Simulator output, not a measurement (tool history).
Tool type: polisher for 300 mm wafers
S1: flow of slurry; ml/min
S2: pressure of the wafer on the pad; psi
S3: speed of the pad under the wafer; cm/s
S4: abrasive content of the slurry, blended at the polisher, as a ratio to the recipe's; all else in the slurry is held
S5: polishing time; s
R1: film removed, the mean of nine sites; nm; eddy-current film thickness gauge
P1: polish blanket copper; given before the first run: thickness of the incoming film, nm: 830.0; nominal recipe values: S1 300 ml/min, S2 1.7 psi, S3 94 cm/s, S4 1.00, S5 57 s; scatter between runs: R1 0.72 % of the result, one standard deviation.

run 1 hour=13.8 | S1=300 S2=1.7 S3=94 S4=1.00 S5=57 | R1=88.925
run 2 hour=29.9 | S1=300 S2=1.7 S3=94 S4=0.75 S5=57 | R1=83.793
run 3 hour=40.7 | S1=300 S2=2.4 S3=94 S4=1.00 S5=57 | R1=126.750
run 4 hour=56.0 | S1=300 S2=1.7 S3=94 S4=1.00 S5=33 | R1=51.712
-- hour=69.9 head pressure recalibrated
run 5 hour=72.1 | S1=300 S2=1.7 S3=94 S4=1.00 S5=57 | R1=89.602
run 6 hour=84.2 | S1=390 S2=1.7 S3=94 S4=1.40 S5=57 | R1=97.504
run 7 hour=92.6 | S1=300 S2=1.7 S3=94 S4=1.35 S5=57 | R1=95.562
run 8 hour=108.5 | S1=300 S2=1.7 S3=50 S4=1.00 S5=57 | R1=47.216
run 9 hour=123.0 | S1=300 S2=1.7 S3=94 S4=1.00 S5=57 | R1=87.884
run 10 hour=137.9 | S1=300 S2=1.7 S3=120 S4=1.00 S5=57 | R1=114.350
run 11 hour=150.8 | S1=300 S2=1.7 S3=94 S4=1.00 S5=80 | R1=125.310
run 12 hour=166.5 | S1=300 S2=1.7 S3=94 S4=1.00 S5=57 | R1=88.963
run 13 hour=173.9 | S1=180 S2=1.7 S3=94 S4=1.00 S5=57 | R1=84.025
run 14 hour=190.1 | S1=415 S2=1.7 S3=94 S4=1.00 S5=57 | R1=90.762
run 15 hour=200.9 | S1=300 S2=0.8 S3=94 S4=1.00 S5=57 | R1=42.164
run 16 hour=208.4 | S1=300 S2=1.7 S3=94 S4=1.00 S5=57 | R1=89.151
run 17 hour=223.8 | S1=300 S2=1.7 S3=94 S4=1.00 S5=57 | R1=90.165
run 18 hour=231.5 | S1=300 S2=1.7 S3=94 S4=1.00 S5=57 | R1=88.863
run 19 hour=238.8 | S1=300 S2=1.7 S3=94 S4=1.00 S5=57 | R1=87.729
run 20 hour=248.8 | S1=300 S2=1.7 S3=94 S4=1.00 S5=57 | R1=87.139
run 21 hour=261.8 | S1=300 S2=1.7 S3=94 S4=1.00 S5=57 | R1=84.471
run 22 hour=272.6 | S1=300 S2=1.7 S3=94 S4=1.00 S5=57 | R1=84.133
run 23 hour=280.8 | S1=300 S2=1.7 S3=94 S4=1.00 S5=57 | R1=85.137
run 24 hour=293.6 | S1=300 S2=1.7 S3=94 S4=1.00 S5=57 | R1=85.130
-- hour=297.5 head pressure recalibrated
run 25 hour=309.9 | S1=300 S2=1.7 S3=94 S4=1.00 S5=57 | R1=85.560
-- hour=319.0 slurry blender recalibrated
run 26 hour=325.2 | S1=300 S2=1.7 S3=94 S4=1.00 S5=57 | R1=84.563
run 27 hour=339.8 | S1=300 S2=1.7 S3=94 S4=1.00 S5=57 | R1=85.011
run 28 hour=352.9 | S1=300 S2=1.7 S3=94 S4=1.00 S5=57 | R1=84.529

The log shows P1 creeping away from where it was. Any of the 2 causes listed here, at the size stated for it, fits the log just as well as the others:
A: removal rate lost through wear of the pad, % = 5.49
B: slurry flow missing at the pad, % = 39
Onset of the creep was near hour 223.8.
Excluded causes, each with its reason:
head's pressure below its setpoint, %: work on it at hour 297.5, done after the drift set in, did not restore what the process gave before
abrasive missing from the slurry, %: work on it at hour 319.0, done after the drift set in, did not restore what the process gave before

You are offered 4 check runs, listed below with question marks in place of their results; each one averages 3 wafers. Which run separates the listed causes by giving clearly different results for each?
run check 1 hour=366.0 | S1=180 S2=1.7 S3=94 S4=1.00 S5=73 | R1=?
run check 2 hour=366.0 | S1=300 S2=1.7 S3=56 S4=1.00 S5=57 | R1=?
run check 3 hour=366.0 | S1=300 S2=1.7 S3=94 S4=1.00 S5=34 | R1=?
run check 4 hour=366.0 | S1=300 S2=1.7 S3=94 S4=0.80 S5=57 | R1=?

Expected result of each check under each candidate cause:
check=check_1 result=R1 if_A=101.750 if_B=98.303
check=check_2 result=R1 if_A=50.204 if_B=50.202
check=check_3 result=R1 if_A=50.267 if_B=50.265
check=check_4 result=R1 if_A=80.387 if_B=80.385
Minimum pairwise separation of causes per check, each pair taken at its best-separating result: check 1 3.45 %; check 2 0 %; check 3 0 %; check 4 0 %
Only check 1 tells the causes apart: in the others they would give nearly the same result.

With check 1 done, the readings were: R1 98.377 nm. Identify which of the listed causes applies.

It is B: slurry flow missing at the pad, %.
